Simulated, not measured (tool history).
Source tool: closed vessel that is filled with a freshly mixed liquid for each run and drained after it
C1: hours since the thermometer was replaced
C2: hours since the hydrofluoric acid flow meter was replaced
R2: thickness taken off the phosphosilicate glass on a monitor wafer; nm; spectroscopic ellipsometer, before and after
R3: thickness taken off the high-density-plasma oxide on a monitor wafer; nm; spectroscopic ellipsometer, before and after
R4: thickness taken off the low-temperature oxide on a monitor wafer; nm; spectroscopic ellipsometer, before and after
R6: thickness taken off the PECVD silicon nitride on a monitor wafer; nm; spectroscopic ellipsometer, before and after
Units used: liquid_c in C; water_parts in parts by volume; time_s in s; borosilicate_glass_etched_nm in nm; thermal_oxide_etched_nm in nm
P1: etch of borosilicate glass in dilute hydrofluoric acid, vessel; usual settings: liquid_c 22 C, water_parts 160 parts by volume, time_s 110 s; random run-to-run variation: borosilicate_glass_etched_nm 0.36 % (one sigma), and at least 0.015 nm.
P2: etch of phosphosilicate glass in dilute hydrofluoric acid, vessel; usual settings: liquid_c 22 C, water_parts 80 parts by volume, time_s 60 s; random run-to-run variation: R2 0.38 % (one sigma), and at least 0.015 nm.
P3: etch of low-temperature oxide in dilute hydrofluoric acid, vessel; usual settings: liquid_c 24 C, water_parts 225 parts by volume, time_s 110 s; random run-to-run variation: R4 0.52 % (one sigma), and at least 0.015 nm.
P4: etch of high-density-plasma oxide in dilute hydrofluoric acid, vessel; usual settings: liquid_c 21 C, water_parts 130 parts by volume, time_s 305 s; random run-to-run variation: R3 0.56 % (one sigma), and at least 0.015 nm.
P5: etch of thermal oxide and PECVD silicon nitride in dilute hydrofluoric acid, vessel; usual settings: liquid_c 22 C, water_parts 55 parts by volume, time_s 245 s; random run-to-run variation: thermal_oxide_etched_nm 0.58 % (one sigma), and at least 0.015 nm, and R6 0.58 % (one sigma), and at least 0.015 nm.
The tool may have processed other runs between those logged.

{"run": 1, "hour": 16.3, "process": "P1", "liquid_c": 22, "water_parts": 160, "time_s": 110, "C1": 1961.7, "C2": 712.6, "borosilicate_glass_etched_nm": 17.166}
{"run": 2, "hour": 31.6, "process": "P2", "liquid_c": 22, "water_parts": 80, "time_s": 30, "C1": 1977, "C2": 727.9, "R2": 35.788}
{"run": 3, "hour": 40.1, "process": "P4", "liquid_c": 25, "water_parts": 130, "time_s": 305, "C1": 1985.5, "C2": 736.4, "R3": 25.536}
{"run": 4, "hour": 50.0, "process": "P4", "liquid_c": 21, "water_parts": 130, "time_s": 595, "C1": 1995.4, "C2": 746.3, "R3": 42.894}
{"run": 5, "hour": 63.1, "process": "P1", "liquid_c": 22, "water_parts": 160, "time_s": 110, "C1": 2008.5, "C2": 759.4, "borosilicate_glass_etched_nm": 17.26}
{"run": 6, "hour": 79.3, "process": "P2", "liquid_c": 22, "water_parts": 80, "time_s": 60, "C1": 2024.7, "C2": 775.6, "R2": 71.388}
{"run": 7, "hour": 90.1, "process": "P2", "liquid_c": 29.5, "water_parts": 80, "time_s": 60, "C1": 2035.5, "C2": 786.4, "R2": 95.862}
{"run": 8, "hour": 102.3, "process": "P3", "liquid_c": 24, "water_parts": 225, "time_s": 110, "C1": 2047.7, "C2": 798.6, "R4": 5.747}
{"run": 9, "hour": 112.3, "process": "P1", "liquid_c": 22, "water_parts": 160, "time_s": 45, "C1": 2057.7, "C2": 808.6, "borosilicate_glass_etched_nm": 7.0459}
{"run": 10, "hour": 126.5, "process": "P2", "liquid_c": 22, "water_parts": 45, "time_s": 60, "C1": 2071.9, "C2": 822.8, "R2": 132.62}
{"run": 11, "hour": 141.1, "process": "P3", "liquid_c": 24, "water_parts": 225, "time_s": 165, "C1": 2086.5, "C2": 837.4, "R4": 8.501}
{"run": 12, "hour": 150.3, "process": "P4", "liquid_c": 21, "water_parts": 130, "time_s": 305, "C1": 2095.7, "C2": 846.6, "R3": 22.086}
{"run": 13, "hour": 165.5, "process": "P1", "liquid_c": 22, "water_parts": 65, "time_s": 55, "C1": 2110.9, "C2": 861.8, "borosilicate_glass_etched_nm": 23.358}
{"run": 14, "hour": 174.2, "process": "P4", "liquid_c": 21, "water_parts": 130, "time_s": 305, "C1": 2119.6, "C2": 870.5, "R3": 22.014}
{"run": 15, "hour": 184.7, "process": "P5", "liquid_c": 22, "water_parts": 55, "time_s": 245, "C1": 2130.1, "C2": 881, "thermal_oxide_etched_nm": 21.808, "R6": 21.754}
{"run": 16, "hour": 194.0, "process": "P1", "liquid_c": 22, "water_parts": 160, "time_s": 110, "C1": 2139.4, "C2": 890.3, "borosilicate_glass_etched_nm": 17.19}
{"run": 17, "hour": 207.0, "process": "P1", "liquid_c": 22, "water_parts": 60, "time_s": 110, "C1": 2152.4, "C2": 903.3, "borosilicate_glass_etched_nm": 51.323}
{"run": 18, "hour": 218.1, "process": "P3", "liquid_c": 17, "water_parts": 225, "time_s": 110, "C1": 2163.5, "C2": 914.4, "R4": 4.3833}
{"run": 19, "hour": 227.3, "process": "P1", "liquid_c": 29.5, "water_parts": 160, "time_s": 110, "C1": 2172.7, "C2": 923.6, "borosilicate_glass_etched_nm": 22.853}
{"run": 20, "hour": 238.1, "process": "P5", "liquid_c": 22, "water_parts": 95, "time_s": 245, "C1": 2183.5, "C2": 934.4, "thermal_oxide_etched_nm": 12.065, "R6": 12.732}
{"run": 21, "hour": 253.6, "process": "P3", "liquid_c": 24, "water_parts": 225, "time_s": 110, "C1": 2199, "C2": 949.9, "R4": 5.6974}
{"run": 22, "hour": 265.8, "process": "P1", "liquid_c": 22, "water_parts": 160, "time_s": 110, "C1": 2211.2, "C2": 962.1, "borosilicate_glass_etched_nm": 17.117}
{"run": 23, "hour": 276.7, "process": "P5", "liquid_c": 17, "water_parts": 55, "time_s": 245, "C1": 2222.1, "C2": 973, "thermal_oxide_etched_nm": 17.714, "R6": 15.433}
{"run": 24, "hour": 285.0, "process": "P1", "liquid_c": 22, "water_parts": 160, "time_s": 170, "C1": 2230.4, "C2": 981.3, "borosilicate_glass_etched_nm": 26.595}
{"run": 25, "hour": 292.6, "process": "P1", "liquid_c": 17, "water_parts": 160, "time_s": 110, "C1": 2238, "C2": 988.9, "borosilicate_glass_etched_nm": 14.061}
{"run": 26, "hour": 303.3, "process": "P1", "liquid_c": 22, "water_parts": 160, "time_s": 110, "C1": 2248.7, "C2": 999.6, "borosilicate_glass_etched_nm": 17.109}
{"run": 27, "hour": 317.7, "process": "P4", "liquid_c": 21, "water_parts": 200, "time_s": 305, "C1": 2263.1, "C2": 1014, "R3": 13.349}
{"run": 28, "hour": 332.7, "process": "P5", "liquid_c": 22, "water_parts": 55, "time_s": 75, "C1": 2278.1, "C2": 1029, "thermal_oxide_etched_nm": 6.7546, "R6": 6.6934}
{"run": 29, "hour": 346.8, "process": "P1", "liquid_c": 22, "water_parts": 160, "time_s": 110, "C1": 2292.2, "C2": 1043.1, "borosilicate_glass_etched_nm": 17.189}
{"run": 30, "hour": 357.4, "process": "P1", "liquid_c": 22, "water_parts": 160, "time_s": 110, "C1": 2302.8, "C2": 1053.7, "borosilicate_glass_etched_nm": 17.277}
{"run": 31, "hour": 370.1, "process": "P1", "liquid_c": 22, "water_parts": 275, "time_s": 110, "C1": 2315.5, "C2": 1066.4, "borosilicate_glass_etched_nm": 8.8591}
{"run": 32, "hour": 381.2, "process": "P3", "liquid_c": 24, "water_parts": 70, "time_s": 110, "C1": 2326.6, "C2": 1077.5, "R4": 21.946}
{"run": 33, "hour": 393.1, "process": "P1", "liquid_c": 22, "water_parts": 160, "time_s": 110, "C1": 2338.5, "C2": 1089.4, "borosilicate_glass_etched_nm": 17.184}
{"run": 34, "hour": 403.0, "process": "P1", "liquid_c": 22, "water_parts": 160, "time_s": 110, "C1": 2348.4, "C2": 1099.3, "borosilicate_glass_etched_nm": 16.675}
{"run": 35, "hour": 414.6, "process": "P1", "liquid_c": 22, "water_parts": 160, "time_s": 110, "C1": 2360, "C2": 1110.9, "borosilicate_glass_etched_nm": 16.446}
{"run": 36, "hour": 427.3, "process": "P1", "liquid_c": 22, "water_parts": 160, "time_s": 110, "C1": 2372.7, "C2": 1123.6, "borosilicate_glass_etched_nm": 16.155}
{"run": 37, "hour": 438.4, "process": "P1", "liquid_c": 22, "water_parts": 160, "time_s": 110, "C1": 2383.8, "C2": 1134.7, "borosilicate_glass_etched_nm": 16.004}
{"run": 38, "hour": 454.8, "process": "P1", "liquid_c": 22, "water_parts": 160, "time_s": 110, "C1": 2400.2, "C2": 1151.1, "borosilicate_glass_etched_nm": 15.93}
{"run": 39, "hour": 462.3, "process": "P1", "liquid_c": 22, "water_parts": 160, "time_s": 110, "C1": 2407.7, "C2": 1158.6, "borosilicate_glass_etched_nm": 15.806}
{"run": 40, "hour": 474.4, "process": "P1", "liquid_c": 22, "water_parts": 160, "time_s": 110, "C1": 2419.8, "C2": 1170.7, "borosilicate_glass_etched_nm": 15.766}
{"run": 41, "hour": 482.1, "process": "P1", "liquid_c": 22, "water_parts": 160, "time_s": 110, "C1": 2427.5, "C2": 1178.4, "borosilicate_glass_etched_nm": 15.69}
{"run": 42, "hour": 493.0, "process": "P1", "liquid_c": 22, "water_parts": 160, "time_s": 110, "C1": 2438.4, "C2": 1189.3, "borosilicate_glass_etched_nm": 15.685}

The output of P1 has drifted from where it used to be. Each of the 2 causes below, taken at the size shown beside it, accounts for the log equally well:
A: liquid colder than its thermometer reads (K) = 2.28
B: hydrofluoric acid flow below the setpoint (%) = 7.29
At approximately hour 393.1, the process output began to creep.

The check runs listed below each take one wafer, and their results are still question marks. Under which run would the listed causes lead to clearly different results?
{"run": "check 1", "hour": 503.9, "process": "P3", "liquid_c": 24, "water_parts": 85, "time_s": 110, "R4": "?"}
{"run": "check 2", "hour": 503.9, "process": "P4", "liquid_c": 24, "water_parts": 130, "time_s": 595, "R3": "?"}
{"run": "check 3", "hour": 503.9, "process": "P5", "liquid_c": 18, "water_parts": 55, "time_s": 85, "thermal_oxide_etched_nm": "?", "R6": "?"}
{"run": "check 4", "hour": 503.9, "process": "P2", "liquid_c": 29, "water_parts": 55, "time_s": 60, "R2": "?"}

How each check would come out, cause by cause:
check=check_1 result=R4 if_A=16.096 if_B=16.23
check=check_2 result=R3 if_A=44.037 if_B=44.115
check=check_3 result=thermal_oxide_etched_nm if_A=5.796 if_B=5.9038
check=check_3 result=R6 if_A=4.8854 if_B=5.3374
check=check_4 result=R2 if_A=129.72 if_B=130.83
Distance between the nearest two causes, measured in the result of the check that separates them most: check 1 0.82 %; check 2 0.18 %; check 3 8.85 %; check 4 0.86 %
Only in check 3 would the causes give clearly different results; in the remaining checks their results would be nearly the same.

Check 3 was then run and gave: thermal_oxide_etched_nm 5.9636 nm; R6 5.3479 nm. Which cause is it?

The correct cause is B, namely: hydrofluoric acid flow below the setpoint (%).
